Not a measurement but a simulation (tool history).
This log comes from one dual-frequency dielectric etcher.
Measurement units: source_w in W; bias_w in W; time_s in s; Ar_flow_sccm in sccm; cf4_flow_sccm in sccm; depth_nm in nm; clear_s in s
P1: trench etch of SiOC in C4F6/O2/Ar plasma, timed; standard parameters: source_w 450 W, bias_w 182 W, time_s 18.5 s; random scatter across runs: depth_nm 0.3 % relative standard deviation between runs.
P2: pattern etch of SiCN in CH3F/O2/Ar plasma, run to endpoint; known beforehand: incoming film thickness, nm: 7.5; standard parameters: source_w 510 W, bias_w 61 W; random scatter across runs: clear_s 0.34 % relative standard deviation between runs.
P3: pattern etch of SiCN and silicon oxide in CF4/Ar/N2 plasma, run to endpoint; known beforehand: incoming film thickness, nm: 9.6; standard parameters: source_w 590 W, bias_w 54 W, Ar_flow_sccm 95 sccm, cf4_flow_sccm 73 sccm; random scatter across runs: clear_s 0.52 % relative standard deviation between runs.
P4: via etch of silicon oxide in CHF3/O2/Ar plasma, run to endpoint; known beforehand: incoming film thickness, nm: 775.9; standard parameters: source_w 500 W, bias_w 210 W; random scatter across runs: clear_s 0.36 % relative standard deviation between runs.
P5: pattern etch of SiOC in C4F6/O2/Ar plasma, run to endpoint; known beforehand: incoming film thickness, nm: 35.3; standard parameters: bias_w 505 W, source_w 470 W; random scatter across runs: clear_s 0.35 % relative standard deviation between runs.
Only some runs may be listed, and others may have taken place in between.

run 1 hour=17.0 | process=P1 source_w=450 bias_w=182 time_s=18.5 | depth_nm=38.933
run 2 hour=35.7 | process=P3 source_w=590 bias_w=54 Ar_flow_sccm=95 cf4_flow_sccm=73 | clear_s=9.3858
run 3 hour=47.9 | process=P3 source_w=590 bias_w=54 Ar_flow_sccm=95 cf4_flow_sccm=59 | clear_s=9.8009
run 4 hour=59.3 | process=P3 source_w=590 bias_w=42 Ar_flow_sccm=95 cf4_flow_sccm=73 | clear_s=10.1200
run 5 hour=67.4 | process=P1 source_w=350 bias_w=182 time_s=18.5 | depth_nm=35.316
run 6 hour=85.2 | process=P1 source_w=450 bias_w=130 time_s=12.0 | depth_nm=22.855
run 7 hour=96.6 | process=P3 source_w=800 bias_w=54 Ar_flow_sccm=95 cf4_flow_sccm=73 | clear_s=7.1909
run 8 hour=110.5 | process=P5 source_w=470 bias_w=505 | clear_s=11.1850
run 9 hour=124.3 | process=P1 source_w=450 bias_w=125 time_s=18.5 | depth_nm=34.712
run 10 hour=141.4 | process=P1 source_w=450 bias_w=182 time_s=18.5 | depth_nm=38.999
run 11 hour=157.2 | process=P2 source_w=510 bias_w=61 | clear_s=19.8750
run 12 hour=173.6 | process=P3 source_w=590 bias_w=54 Ar_flow_sccm=64 cf4_flow_sccm=73 | clear_s=8.7630
run 13 hour=189.1 | process=P4 source_w=500 bias_w=127 | clear_s=480.5300
run 14 hour=207.3 | process=P4 source_w=360 bias_w=210 | clear_s=461.2500
run 15 hour=219.3 | process=P1 source_w=450 bias_w=111 time_s=23.0 | depth_nm=41.773
run 16 hour=236.6 | process=P1 source_w=450 bias_w=182 time_s=12.5 | depth_nm=26.276
run 17 hour=246.6 | process=P2 source_w=510 bias_w=45 | clear_s=21.7830
run 18 hour=261.1 | process=P2 source_w=610 bias_w=61 | clear_s=18.3280
run 19 hour=273.8 | process=P3 source_w=590 bias_w=54 Ar_flow_sccm=95 cf4_flow_sccm=73 | clear_s=9.4134
run 20 hour=290.8 | process=P4 source_w=500 bias_w=210 | clear_s=408.3800
run 21 hour=301.3 | process=P5 source_w=470 bias_w=349 | clear_s=12.7640
run 22 hour=318.4 | process=P1 source_w=450 bias_w=182 time_s=25.5 | depth_nm=53.478
run 23 hour=332.8 | process=P1 source_w=450 bias_w=182 time_s=18.5 | depth_nm=38.729
run 24 hour=348.9 | process=P1 source_w=450 bias_w=182 time_s=18.5 | depth_nm=38.919
run 25 hour=363.3 | process=P1 source_w=450 bias_w=137 time_s=26.5 | depth_nm=50.988
run 26 hour=380.0 | process=P5 source_w=300 bias_w=505 | clear_s=13.1910
run 27 hour=396.7 | process=P1 source_w=450 bias_w=239 time_s=18.5 | depth_nm=42.325
run 28 hour=412.4 | process=P4 source_w=500 bias_w=210 | clear_s=408.2800
run 29 hour=424.3 | process=P1 source_w=620 bias_w=182 time_s=18.5 | depth_nm=43.972
run 30 hour=441.5 | process=P1 source_w=450 bias_w=182 time_s=18.5 | depth_nm=38.995
run 31 hour=455.2 | process=P1 source_w=450 bias_w=182 time_s=18.5 | depth_nm=38.755
run 32 hour=467.2 | process=P1 source_w=450 bias_w=182 time_s=18.5 | depth_nm=39.062
run 33 hour=479.3 | process=P1 source_w=450 bias_w=182 time_s=18.5 | depth_nm=39.309
run 34 hour=491.8 | process=P1 source_w=450 bias_w=182 time_s=18.5 | depth_nm=39.246
run 35 hour=507.3 | process=P1 source_w=450 bias_w=182 time_s=18.5 | depth_nm=39.321
run 36 hour=522.4 | process=P1 source_w=450 bias_w=182 time_s=18.5 | depth_nm=39.421
-- hour=532.7 wet clean of the chamber
run 37 hour=539.3 | process=P1 source_w=450 bias_w=182 time_s=18.5 | depth_nm=39.448
run 38 hour=555.8 | process=P1 source_w=450 bias_w=182 time_s=18.5 | depth_nm=39.766
run 39 hour=569.2 | process=P1 source_w=450 bias_w=182 time_s=18.5 | depth_nm=39.523
run 40 hour=584.8 | process=P1 source_w=450 bias_w=182 time_s=18.5 | depth_nm=39.478

Run 41, settings as shown, results not yet in. Your forecast:
run 41 hour=595.4 | process=P1 source_w=450 bias_w=182 time_s=18.5 | depth_nm=?

Run 41 gave depth_nm 39.707 nm.
